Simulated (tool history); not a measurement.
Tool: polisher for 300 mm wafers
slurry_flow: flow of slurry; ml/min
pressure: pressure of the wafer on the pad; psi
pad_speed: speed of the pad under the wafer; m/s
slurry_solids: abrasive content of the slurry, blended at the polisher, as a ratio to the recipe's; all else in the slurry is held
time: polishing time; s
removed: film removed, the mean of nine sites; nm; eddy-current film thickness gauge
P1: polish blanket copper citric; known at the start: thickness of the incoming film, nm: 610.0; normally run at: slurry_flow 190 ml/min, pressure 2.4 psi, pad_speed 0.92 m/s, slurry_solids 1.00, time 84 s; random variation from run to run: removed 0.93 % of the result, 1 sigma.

run,day,slurry_flow,pressure,pad_speed,slurry_solids,time,removed
1,0.354,190,2.4,0.92,1.00,84,147.330
2,0.558,190,1.5,0.92,1.00,84,91.467
3,0.808,190,2.4,1.34,1.00,84,211.350
# day 0.838: worn pad replaced by a new one
4,1.029,190,2.4,0.92,1.50,84,157.970
5,1.396,190,2.4,0.92,1.00,84,143.370
6,1.600,190,2.4,0.68,1.00,84,108.700
7,1.783,265,2.4,0.92,1.00,84,149.520
8,2.150,120,2.4,0.92,1.00,84,133.850
9,2.517,190,2.4,0.92,1.00,84,145.330
10,2.688,190,2.4,0.92,1.00,84,145.160
11,3.017,190,2.4,0.92,1.00,84,144.770
12,3.379,190,2.4,0.92,1.00,42,72.298
13,3.733,190,2.4,0.92,1.00,119,203.370
14,3.992,190,2.4,0.92,0.75,84,135.940

Forecast run 15:
15,4.200,120,2.4,0.92,0.70,84,?

{"run 15": {"removed": 122.53}}

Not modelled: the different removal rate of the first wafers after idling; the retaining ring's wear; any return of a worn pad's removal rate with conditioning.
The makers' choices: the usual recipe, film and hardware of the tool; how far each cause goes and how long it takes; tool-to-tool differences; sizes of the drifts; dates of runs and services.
